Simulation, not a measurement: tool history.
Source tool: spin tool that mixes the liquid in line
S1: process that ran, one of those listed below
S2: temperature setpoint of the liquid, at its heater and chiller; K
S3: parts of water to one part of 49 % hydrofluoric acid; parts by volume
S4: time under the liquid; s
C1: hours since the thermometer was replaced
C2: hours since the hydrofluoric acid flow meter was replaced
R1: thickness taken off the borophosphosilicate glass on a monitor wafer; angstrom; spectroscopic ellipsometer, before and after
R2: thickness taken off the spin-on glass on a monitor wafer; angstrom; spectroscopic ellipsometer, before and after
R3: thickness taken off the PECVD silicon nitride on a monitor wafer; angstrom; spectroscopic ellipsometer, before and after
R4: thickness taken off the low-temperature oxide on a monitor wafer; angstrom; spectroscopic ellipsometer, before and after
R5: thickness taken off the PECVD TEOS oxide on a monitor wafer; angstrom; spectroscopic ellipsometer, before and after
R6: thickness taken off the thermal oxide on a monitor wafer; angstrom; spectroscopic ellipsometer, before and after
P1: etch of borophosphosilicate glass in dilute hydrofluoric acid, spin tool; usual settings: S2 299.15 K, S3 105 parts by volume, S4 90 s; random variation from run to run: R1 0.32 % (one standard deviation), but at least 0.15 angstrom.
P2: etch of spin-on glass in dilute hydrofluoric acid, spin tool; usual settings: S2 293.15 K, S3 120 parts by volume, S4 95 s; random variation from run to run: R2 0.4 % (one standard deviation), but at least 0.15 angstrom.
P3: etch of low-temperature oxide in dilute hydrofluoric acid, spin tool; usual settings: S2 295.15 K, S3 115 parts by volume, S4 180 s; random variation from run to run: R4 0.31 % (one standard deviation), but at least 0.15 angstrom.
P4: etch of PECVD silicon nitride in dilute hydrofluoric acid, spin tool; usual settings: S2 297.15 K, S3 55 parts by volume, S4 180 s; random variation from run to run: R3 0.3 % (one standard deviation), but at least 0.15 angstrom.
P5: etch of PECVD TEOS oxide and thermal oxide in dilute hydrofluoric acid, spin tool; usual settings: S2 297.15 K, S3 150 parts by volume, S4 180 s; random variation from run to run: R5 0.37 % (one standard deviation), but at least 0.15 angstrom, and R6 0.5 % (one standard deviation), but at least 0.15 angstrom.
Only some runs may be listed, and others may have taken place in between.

Run 1, hour 10.0: S1 P1, S2 299.15 K, S3 105 parts by volume, S4 90 s; C1 233.4; C2 748.9. Result: R1 284.980 angstrom.
Run 2, hour 24.8: S1 P1, S2 291.65 K, S3 105 parts by volume, S4 90 s; C1 248.2; C2 763.7. Result: R1 210.700 angstrom.
Run 3, hour 36.8: S1 P2, S2 293.15 K, S3 120 parts by volume, S4 95 s; C1 260.2; C2 775.7. Result: R2 296.75 angstrom.
Run 4, hour 51.3: S1 P1, S2 304.65 K, S3 105 parts by volume, S4 90 s; C1 274.7; C2 790.2. Result: R1 348.320 angstrom.
Run 5, hour 63.5: S1 P4, S2 297.15 K, S3 80 parts by volume, S4 180 s; C1 286.9; C2 802.4. Result: R3 65.946 angstrom.
Run 6, hour 71.1: S1 P1, S2 294.15 K, S3 105 parts by volume, S4 35 s; C1 294.5; C2 810.0. Result: R1 90.413 angstrom.
Run 7, hour 83.2: S1 P3, S2 295.15 K, S3 205 parts by volume, S4 180 s; C1 306.6; C2 822.1. Result: R4 142.48 angstrom.
At hour 90.5: hydrofluoric acid flow meter replaced.
Run 8, hour 93.4: S1 P3, S2 295.15 K, S3 115 parts by volume, S4 300 s; C1 316.8; C2 2.9. Result: R4 466.26 angstrom.
Run 9, hour 102.9: S1 P2, S2 293.15 K, S3 210 parts by volume, S4 95 s; C1 326.3; C2 12.4. Result: R2 156.20 angstrom.
Run 10, hour 110.2: S1 P3, S2 290.15 K, S3 115 parts by volume, S4 180 s; C1 333.6; C2 19.7. Result: R4 228.93 angstrom.
Run 11, hour 120.0: S1 P1, S2 304.65 K, S3 45 parts by volume, S4 90 s; C1 343.4; C2 29.5. Result: R1 898.440 angstrom.
Run 12, hour 134.0: S1 P1, S2 299.15 K, S3 155 parts by volume, S4 90 s; C1 357.4; C2 43.5. Result: R1 181.990 angstrom.
Run 13, hour 144.3: S1 P1, S2 299.15 K, S3 105 parts by volume, S4 90 s; C1 367.7; C2 53.8. Result: R1 284.090 angstrom.
Run 14, hour 160.9: S1 P2, S2 293.15 K, S3 120 parts by volume, S4 95 s; C1 384.3; C2 70.4. Result: R2 296.12 angstrom.
Run 15, hour 172.3: S1 P5, S2 297.15 K, S3 40 parts by volume, S4 180 s; C1 395.7; C2 81.8. Result: R5 554.92 angstrom, R6 231.360 angstrom.
Run 16, hour 188.8: S1 P1, S2 299.15 K, S3 105 parts by volume, S4 140 s; C1 412.2; C2 98.3. Result: R1 440.660 angstrom.
Run 17, hour 199.4: S1 P5, S2 297.15 K, S3 150 parts by volume, S4 180 s; C1 422.8; C2 108.9. Result: R5 129.19 angstrom, R6 54.304 angstrom.
Run 18, hour 213.5: S1 P3, S2 295.15 K, S3 115 parts by volume, S4 180 s; C1 436.9; C2 123.0. Result: R4 279.50 angstrom.
Run 19, hour 222.4: S1 P2, S2 293.15 K, S3 120 parts by volume, S4 185 s; C1 445.8; C2 131.9. Result: R2 578.31 angstrom.
Run 20, hour 236.6: S1 P4, S2 291.65 K, S3 55 parts by volume, S4 180 s; C1 460.0; C2 146.1. Result: R3 65.231 angstrom.
Run 21, hour 245.4: S1 P2, S2 297.15 K, S3 120 parts by volume, S4 95 s; C1 468.8; C2 154.9. Result: R2 347.83 angstrom.
Run 22, hour 253.0: S1 P1, S2 299.15 K, S3 105 parts by volume, S4 90 s; C1 476.4; C2 162.5. Result: R1 284.500 angstrom.
Run 23, hour 265.0: S1 P1, S2 299.15 K, S3 105 parts by volume, S4 35 s; C1 488.4; C2 174.5. Result: R1 110.260 angstrom.
Run 24, hour 278.8: S1 P5, S2 297.15 K, S3 150 parts by volume, S4 40 s; C1 502.2; C2 188.3. Result: R5 28.77 angstrom, R6 11.943 angstrom.
Run 25, hour 292.0: S1 P4, S2 297.15 K, S3 55 parts by volume, S4 180 s; C1 515.4; C2 201.5. Result: R3 95.355 angstrom.
Run 26, hour 300.8: S1 P4, S2 297.15 K, S3 55 parts by volume, S4 270 s; C1 524.2; C2 210.3. Result: R3 142.720 angstrom.
Run 27, hour 316.1: S1 P1, S2 299.15 K, S3 105 parts by volume, S4 90 s; C1 539.5; C2 225.6. Result: R1 284.320 angstrom.
Run 28, hour 328.5: S1 P5, S2 297.15 K, S3 150 parts by volume, S4 180 s; C1 551.9; C2 238.0. Result: R5 129.64 angstrom, R6 54.555 angstrom.
Run 29, hour 338.0: S1 P1, S2 299.15 K, S3 45 parts by volume, S4 90 s; C1 561.4; C2 247.5. Result: R1 719.980 angstrom.
Run 30, hour 354.4: S1 P5, S2 301.15 K, S3 150 parts by volume, S4 180 s; C1 577.8; C2 263.9. Result: R5 149.33 angstrom, R6 63.369 angstrom.
Run 31, hour 362.4: S1 P1, S2 299.15 K, S3 105 parts by volume, S4 90 s; C1 585.8; C2 271.9. Result: R1 285.550 angstrom.
Run 32, hour 372.4: S1 P1, S2 299.15 K, S3 105 parts by volume, S4 90 s; C1 595.8; C2 281.9. Result: R1 278.470 angstrom.
Run 33, hour 388.1: S1 P1, S2 299.15 K, S3 105 parts by volume, S4 90 s; C1 611.5; C2 297.6. Result: R1 273.090 angstrom.
Run 34, hour 403.5: S1 P1, S2 299.15 K, S3 105 parts by volume, S4 90 s; C1 626.9; C2 313.0. Result: R1 269.730 angstrom.
Run 35, hour 419.1: S1 P1, S2 299.15 K, S3 105 parts by volume, S4 90 s; C1 642.5; C2 328.6. Result: R1 265.400 angstrom.
Run 36, hour 431.6: S1 P1, S2 299.15 K, S3 105 parts by volume, S4 90 s; C1 655.0; C2 341.1. Result: R1 263.970 angstrom.
Run 37, hour 441.6: S1 P1, S2 299.15 K, S3 105 parts by volume, S4 90 s; C1 665.0; C2 351.1. Result: R1 263.140 angstrom.
Run 38, hour 455.6: S1 P1, S2 299.15 K, S3 105 parts by volume, S4 90 s; C1 679.0; C2 365.1. Result: R1 261.960 angstrom.
Run 39, hour 468.2: S1 P1, S2 299.15 K, S3 105 parts by volume, S4 90 s; C1 691.6; C2 377.7. Result: R1 262.940 angstrom.
Run 40, hour 477.7: S1 P1, S2 299.15 K, S3 105 parts by volume, S4 90 s; C1 701.1; C2 387.2. Result: R1 262.740 angstrom.
Run 41, hour 492.4: S1 P1, S2 299.15 K, S3 105 parts by volume, S4 90 s; C1 715.8; C2 401.9. Result: R1 264.140 angstrom.
Run 42, hour 501.4: S1 P1, S2 299.15 K, S3 105 parts by volume, S4 90 s; C1 724.8; C2 410.9. Result: R1 261.980 angstrom.

What P1 gives has crept off from where it sat before. The 2 causes that follow fit the log equally well, each at the size noted:
A: hydrofluoric acid flow below the setpoint (%) = 6.83
B: liquid colder than its thermometer reads (K) = 2.06
Creep in the process output first set in at about hour 362.4.

Below are 4 check runs, each on a single wafer, with their results shown as question marks. Which of them would tell the listed causes apart, meaning the causes would give clearly different results under it?
Run check 1, hour 510.4: S1 P5, S2 297.15 K, S3 150 parts by volume, S4 180 s. Result: R5 ?, R6 ?.
Run check 2, hour 510.4: S1 P4, S2 297.15 K, S3 55 parts by volume, S4 180 s. Result: R3 ?.
Run check 3, hour 510.4: S1 P3, S2 295.15 K, S3 115 parts by volume, S4 180 s. Result: R4 ?.
Run check 4, hour 510.4: S1 P2, S2 293.15 K, S3 120 parts by volume, S4 95 s. Result: R2 ?.

How each check would come out, cause by cause:
  check  result    if A    if B
check 1      R5  119.23  119.67
check 1      R6  49.826  50.010
check 2      R3  89.026  82.982
check 3      R4  257.39  256.69
check 4      R2  274.13  273.01
Per-check spread between the two closest causes, in the result where they differ most: check 1 0.37 %; check 2 7.03 %; check 3 0.27 %; check 4 0.41 %
Check 2 is the one run that separates the causes; every other check would come out nearly the same whichever cause is at work.

Check 2 was then run and gave: R3 88.953 angstrom. Which cause is it?

A is the cause: hydrofluoric acid flow below the setpoint (%).
